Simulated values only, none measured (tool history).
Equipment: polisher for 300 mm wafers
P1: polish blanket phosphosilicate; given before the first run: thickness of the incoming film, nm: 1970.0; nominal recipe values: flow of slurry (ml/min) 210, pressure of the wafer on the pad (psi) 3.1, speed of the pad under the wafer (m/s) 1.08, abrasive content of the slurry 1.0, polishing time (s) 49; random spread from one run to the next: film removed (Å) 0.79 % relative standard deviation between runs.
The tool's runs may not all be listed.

run   hour  flow of slurry (ml/min)  pressure of the wafer on the pad (psi)  speed of the pad under the wafer (m/s)  abrasive content of the slurry  polishing time (s)  wafers polished on this pad  hours since the slurry nozzle was cleaned  hours since the head pressure was calibrated  hours since the slurry blender was calibrated  hours since the conditioning disc was replaced  film removed (Å)
  1    8.4                      210                                     3.1                                    1.08                             1.0                  49                          523                                      590.1                                         119.2                                          138.2                                           257.1            4202.0
  2   13.9                      210                                     3.1                                    1.08                             1.4                  49                          562                                      595.6                                         124.7                                          143.7                                           262.6            4862.8
  3   23.8                      210                                     2.3                                    1.08                             1.4                  49                          632                                      605.5                                         134.6                                          153.6                                           272.5            3565.0
  4   34.5                      210                                     3.1                                    1.08                             1.0                  49                          708                                      616.2                                         145.3                                          164.3                                           283.2            4264.7
  5   42.0                      210                                     3.1                                    0.68                             1.0                  49                          761                                      623.7                                         152.8                                          171.8                                           290.7            2901.6
  6   48.1                      270                                     3.1                                    1.08                             1.0                  49                          804                                      629.8                                         158.9                                          177.9                                           296.8            4390.4
  7   57.0                      210                                     3.1                                    1.08                             1.0                  49                          867                                      638.7                                         167.8                                          186.8                                           305.7            4221.1
  8   67.9                      210                                     3.1                                    1.54                             1.0                  49                          945                                      649.6                                         178.7                                          197.7                                           316.6            5547.7
  9   74.8                      210                                     3.1                                    1.08                             1.0                  49                          994                                      656.5                                         185.6                                          204.6                                           323.5            4257.6
 10   82.4                      210                                     3.1                                    1.08                             1.0                  22                         1047                                      664.1                                         193.2                                          212.2                                           331.1            1891.1
 11   90.1                      210                                     3.1                                    1.08                             0.5                  49                         1102                                      671.8                                         200.9                                          219.9                                           338.8            2888.5
 12   95.9                      210                                     4.8                                    1.08                             1.0                  49                         1143                                      677.6                                         206.7                                          225.7                                           344.6            6473.3
 13  106.2                      210                                     3.1                                    1.08                             1.0                  49                         1216                                      687.9                                         217.0                                          236.0                                           354.9            4244.3
 14  111.8                      210                                     1.6                                    1.08                             1.0                  49                         1256                                      693.5                                         222.6                                          241.6                                           360.5            2143.6
 15  117.1                      125                                     3.1                                    1.08                             1.0                  49                         1293                                      698.8                                         227.9                                          246.9                                           365.8            3832.6
 16  122.3                      210                                     3.1                                    1.08                             1.0                  49                         1330                                      704.0                                         233.1                                          252.1                                           371.0            4206.3
 17  133.0                      210                                     3.1                                    1.08                             1.0                  77                         1406                                      714.7                                         243.8                                          262.8                                           381.7            6606.7
 18  140.1                      210                                     3.1                                    1.08                             1.0                  49                         1456                                      721.8                                         250.9                                          269.9                                           388.8            4186.9
 19  147.3                      210                                     3.1                                    1.08                             1.0                  49                         1507                                      729.0                                         258.1                                          277.1                                           396.0            4090.5
 20  154.7                      210                                     3.1                                    1.08                             1.0                  49                         1560                                      736.4                                         265.5                                          284.5                                           403.4            3917.2
 21  162.6                      210                                     3.1                                    1.08                             1.0                  49                         1616                                      744.3                                         273.4                                          292.4                                           411.3            3871.1
     164.0  -- head pressure recalibrated
 22  167.7                      210                                     3.1                                    1.08                             1.0                  49                         1652                                      749.4                                           3.7                                          297.5                                           416.4            3905.2
     169.7  -- conditioning disc replaced and pad reconditioned
     172.4  -- slurry nozzle cleaned
 23  176.9                      210                                     3.1                                    1.08                             1.0                  49                         1717                                        4.5                                          12.9                                          306.7                                             7.3            3748.3
 24  186.6                      210                                     3.1                                    1.08                             1.0                  49                         1786                                       14.2                                          22.6                                          316.4                                            17.0            3778.4

Run 25 is up next; what results do you expect?
 25  195.2                      210                                     3.1                                    1.08                             1.0                  49                         1847                                       22.8                                          31.2                                          325.0                                            25.6                 ?

{"run 25": {"film removed (Å)": 3795.8}}
